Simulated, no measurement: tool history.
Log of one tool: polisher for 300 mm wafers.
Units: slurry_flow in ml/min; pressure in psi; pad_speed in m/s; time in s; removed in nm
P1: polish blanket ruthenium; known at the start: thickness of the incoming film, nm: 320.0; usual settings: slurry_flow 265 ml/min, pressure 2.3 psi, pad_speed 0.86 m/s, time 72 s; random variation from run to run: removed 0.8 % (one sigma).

run	hour	slurry_flow	pressure	pad_speed	time	removed
1	9.8	265	2.3	0.86	72	73.919
2	18.8	265	2.3	0.86	72	73.888
# hour 23.2: head pressure recalibrated
3	32.7	265	2.3	0.86	72	73.240
4	41.9	265	2.3	0.86	72	74.101
# hour 42.8: worn pad replaced by a new one
5	51.2	175	2.3	0.86	39	37.922
6	59.9	265	1.2	0.86	72	37.933
7	67.8	160	2.3	0.86	72	68.608
8	82.7	265	3.1	0.60	72	69.149
9	92.6	190	2.3	1.24	72	101.600
10	106.9	355	2.3	0.86	72	76.021
11	121.5	265	2.3	0.86	72	74.009
12	128.2	265	2.3	0.52	72	44.614
13	138.0	265	2.3	0.86	32	33.061
14	148.0	265	2.3	0.86	72	73.681
15	154.7	265	3.4	0.86	72	110.010
16	163.9	265	2.3	1.28	72	111.510
17	177.0	265	2.3	0.86	100	103.260
18	190.8	265	2.3	0.86	72	73.602
19	202.1	265	2.3	0.86	72	72.414
20	210.0	265	2.3	0.86	72	70.153
# hour 213.2: worn pad replaced by a new one
21	223.6	265	2.3	0.86	72	68.939

Run 22 comes next. What will it give?
22	234.0	265	2.3	0.86	72	?

removed: 69.580 nm

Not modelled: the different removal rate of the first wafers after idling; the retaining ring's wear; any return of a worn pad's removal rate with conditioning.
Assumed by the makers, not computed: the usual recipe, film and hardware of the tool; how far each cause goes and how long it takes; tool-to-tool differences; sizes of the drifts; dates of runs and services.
